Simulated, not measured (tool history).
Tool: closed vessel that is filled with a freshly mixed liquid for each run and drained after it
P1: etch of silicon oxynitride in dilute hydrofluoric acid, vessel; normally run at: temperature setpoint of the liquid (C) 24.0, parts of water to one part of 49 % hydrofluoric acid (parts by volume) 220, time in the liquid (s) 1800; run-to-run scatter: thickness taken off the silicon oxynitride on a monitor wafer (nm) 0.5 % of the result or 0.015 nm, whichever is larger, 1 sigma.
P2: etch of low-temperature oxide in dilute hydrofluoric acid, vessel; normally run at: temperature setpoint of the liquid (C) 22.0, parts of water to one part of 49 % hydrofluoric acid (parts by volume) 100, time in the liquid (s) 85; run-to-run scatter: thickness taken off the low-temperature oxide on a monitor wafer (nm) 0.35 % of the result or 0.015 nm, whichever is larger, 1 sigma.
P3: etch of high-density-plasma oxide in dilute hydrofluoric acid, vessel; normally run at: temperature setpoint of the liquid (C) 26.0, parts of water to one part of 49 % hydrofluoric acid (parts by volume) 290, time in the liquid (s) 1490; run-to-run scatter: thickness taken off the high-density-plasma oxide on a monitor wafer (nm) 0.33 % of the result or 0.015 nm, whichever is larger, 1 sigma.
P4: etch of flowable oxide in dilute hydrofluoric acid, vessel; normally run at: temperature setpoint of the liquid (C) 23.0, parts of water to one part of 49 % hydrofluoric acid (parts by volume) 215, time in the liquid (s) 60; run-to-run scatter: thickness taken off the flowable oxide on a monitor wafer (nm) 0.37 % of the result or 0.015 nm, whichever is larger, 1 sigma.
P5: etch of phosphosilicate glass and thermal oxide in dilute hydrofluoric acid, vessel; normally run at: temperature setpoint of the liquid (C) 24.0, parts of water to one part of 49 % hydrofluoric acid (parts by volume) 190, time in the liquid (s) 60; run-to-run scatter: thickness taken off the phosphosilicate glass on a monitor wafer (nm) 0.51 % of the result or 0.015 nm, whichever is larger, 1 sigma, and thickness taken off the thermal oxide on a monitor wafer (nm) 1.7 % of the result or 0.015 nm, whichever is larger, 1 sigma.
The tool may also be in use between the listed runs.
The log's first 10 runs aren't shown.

run,hour,process that ran,temperature setpoint of the liquid (C),parts of water to one part of 49 % hydrofluoric acid (parts by volume),time in the liquid (s),thickness taken off the silicon oxynitride on a monitor wafer (nm),thickness taken off the low-temperature oxide on a monitor wafer (nm),thickness taken off the flowable oxide on a monitor wafer (nm),thickness taken off the phosphosilicate glass on a monitor wafer (nm),thickness taken off the thermal oxide on a monitor wafer (nm),thickness taken off the high-density-plasma oxide on a monitor wafer (nm)
11,137.9,P1,27.5,90,1800,36.3930,,,,,
12,153.2,P1,24.0,80,3530,68.8270,,,,,
13,163.7,P4,17.0,215,60,,,6.3089,,,
14,176.6,P2,22.0,100,85,,8.9555,,,,
15,184.3,P1,24.0,365,1800,6.2677,,,,,
16,197.1,P1,17.0,220,1800,8.3156,,,,,
17,211.1,P3,26.0,290,1490,,,,,,24.917
18,221.7,P3,26.0,50,1490,,,,,,192.140
19,235.0,P4,23.0,215,85,,,11.2610,,,
20,250.0,P5,17.0,190,60,,,,22.248,1.05930,

Run 21 comes next. What will it give?
21,265.4,P3,26.0,290,2195,,,,,,?

{"run 21": {"thickness taken off the high-density-plasma oxide on a monitor wafer (nm)": 36.802}}
